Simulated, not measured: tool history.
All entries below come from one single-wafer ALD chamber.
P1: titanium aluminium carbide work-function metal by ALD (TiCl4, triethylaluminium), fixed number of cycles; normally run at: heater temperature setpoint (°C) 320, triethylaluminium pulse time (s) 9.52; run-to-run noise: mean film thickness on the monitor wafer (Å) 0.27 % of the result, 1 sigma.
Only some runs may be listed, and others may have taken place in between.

run    day  heater temperature setpoint (°C)  triethylaluminium pulse time (s)  mean film thickness on the monitor wafer (Å)
  1  0.483                               320                              9.52                                        21.854
  2  0.833                               306                              9.52                                        20.623
  3  1.221                               342                              6.53                                        22.022
  4  1.850                               320                              4.79                                        18.442
  5  2.283                               320                              9.52                                        21.893
  6  2.733                               320                              9.52                                        21.832
  7  3.242                               320                              9.52                                        21.818
  8  3.858                               320                              9.52                                        21.901
  9  4.242                               332                             15.20                                        23.651
 10  4.600                               320                             15.54                                        22.617
 11  5.200                               309                              5.67                                        18.645
 12  5.683                               320                              9.52                                        21.763
 13  6.054                               342                              9.52                                        23.821
 14  6.600                               320                              9.52                                        21.892
 15  7.108                               320                              9.52                                        21.915
 16  7.483                               320                              9.52                                        21.690
 17  7.962                               320                              9.52                                        21.658
 18  8.633                               320                              9.52                                        21.543
 19  9.133                               320                              9.52                                        21.577
 20  9.604                               320                              9.52                                        21.588

The next listed run, before its measurement:
 21  10.104                               320                              9.52                                             ?

Run 21 measured mean film thickness on the monitor wafer (Å) 21.589.
